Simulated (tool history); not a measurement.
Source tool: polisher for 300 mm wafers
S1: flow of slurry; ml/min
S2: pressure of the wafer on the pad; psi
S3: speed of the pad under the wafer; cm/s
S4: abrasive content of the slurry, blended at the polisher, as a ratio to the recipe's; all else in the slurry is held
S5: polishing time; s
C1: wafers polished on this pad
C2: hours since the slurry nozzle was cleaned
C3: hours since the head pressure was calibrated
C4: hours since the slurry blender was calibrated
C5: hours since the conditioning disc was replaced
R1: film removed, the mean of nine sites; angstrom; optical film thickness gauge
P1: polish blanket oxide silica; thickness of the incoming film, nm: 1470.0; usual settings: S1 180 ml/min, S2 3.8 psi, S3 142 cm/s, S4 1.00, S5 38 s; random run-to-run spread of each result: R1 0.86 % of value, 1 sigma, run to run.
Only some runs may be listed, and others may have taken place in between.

run	hour	S1	S2	S3	S4	S5	C1	C2	C3	C4	C5	R1
1	11.9	180	3.8	142	1.00	38	340	74.2	635.4	317.4	191.5	1228.00
2	21.0	110	3.8	190	1.00	38	435	83.3	644.5	326.5	200.6	1421.80
3	26.6	180	3.8	142	1.00	38	493	88.9	650.1	332.1	206.2	1226.20
4	36.7	180	3.8	142	1.00	57	599	99.0	660.2	342.2	216.3	1845.70
5	46.9	180	3.8	142	1.00	17	706	109.2	670.4	352.4	226.5	554.04
6	53.6	180	3.8	142	0.55	38	776	115.9	677.1	359.1	233.2	912.88
7	61.1	180	3.8	142	1.00	38	854	123.4	684.6	366.6	240.7	1227.60
8	70.0	180	3.8	142	1.45	38	947	132.3	693.5	375.5	249.6	1445.90
9	78.1	180	3.8	78	1.00	38	1032	140.4	701.6	383.6	257.7	765.63
10	86.4	180	3.8	142	1.00	38	1119	148.7	709.9	391.9	266.0	1219.70
11	92.6	180	1.7	142	1.00	38	1183	154.9	716.1	398.1	272.2	554.38
12	101.1	180	6.0	142	1.00	38	1272	163.4	724.6	406.6	280.7	1957.10
13	107.1	180	3.8	188	1.00	38	1335	169.4	730.6	412.6	286.7	1549.70
14	119.0	110	3.8	142	1.00	38	1459	181.3	742.5	424.5	298.6	1121.90
15	126.2	275	3.8	142	1.00	38	1535	188.5	749.7	431.7	305.8	1305.40
16	133.6	180	3.8	142	1.00	38	1612	195.9	757.1	439.1	313.2	1226.60
17	140.6	180	3.8	142	1.00	38	1685	202.9	764.1	446.1	320.2	1173.40
18	147.7	180	3.8	142	1.00	38	1759	210.0	771.2	453.2	327.3	1164.00
19	153.2	180	3.8	142	1.00	38	1817	215.5	776.7	458.7	332.8	1144.70
# hour 154.1: conditioning disc replaced and pad reconditioned
# hour 154.3: worn pad replaced by a new one
20	161.8	180	3.8	142	1.00	38	78	224.1	785.3	467.3	7.7	1139.50
21	168.2	180	3.8	142	1.00	38	145	230.5	791.7	473.7	14.1	1145.50
# hour 169.1: slurry nozzle cleaned
22	177.9	180	3.8	142	1.00	38	247	8.9	801.4	483.4	23.8	1137.70
23	188.9	180	3.8	142	1.00	38	362	19.9	812.4	494.4	34.8	1121.30

Compared with where it was, what P1 gives has crept away. Each cause listed below fits the log as well as the rest, at the size given for it:
A: abrasive missing from the slurry, % = 17
B: head's pressure below its setpoint, % = 8.54
The onset of the drift is placed at about hour 133.6.
Every other cause this tool's parts could produce, and why it does not fit the log:
removal rate lost through wear of the pad, %: maintenance at hour 154.3, after the shift began, did not return the process to its former output
slurry flow missing at the pad, %: maintenance at hour 169.1, after the shift began, did not return the process to its former output
time polished since the conditioner stopped cutting, s: maintenance at hour 154.1, after the shift began, did not return the process to its former output

Which of the check runs below tells the causes apart, meaning the causes would give it clearly different results? Each run uses 5 wafers whose results are averaged, and each result is shown as a question mark.
check 1	199.9	270	3.8	142	1.00	57						?
check 2	199.9	110	5.1	142	1.00	38						?
check 3	199.9	180	1.7	142	1.00	26						?
check 4	199.9	240	3.8	142	0.55	38						?

Expected result of each check under each candidate cause:
check	result	if A	if B
check 1	R1	1774.80	1774.40
check 2	R1	1378.30	1378.00
check 3	R1	344.62	344.53
check 4	R1	828.76	851.51
Separation of the two closest causes in each check, using whichever result separates them best: check 1 0.03 %; check 2 0.03 %; check 3 0.03 %; check 4 2.71 %
Check 4 tells the causes apart: in the others they would give nearly the same result.

Then check 4 was run and gave: R1 831.67 angstrom. Which cause is it?

A is the cause: abrasive missing from the slurry, %.
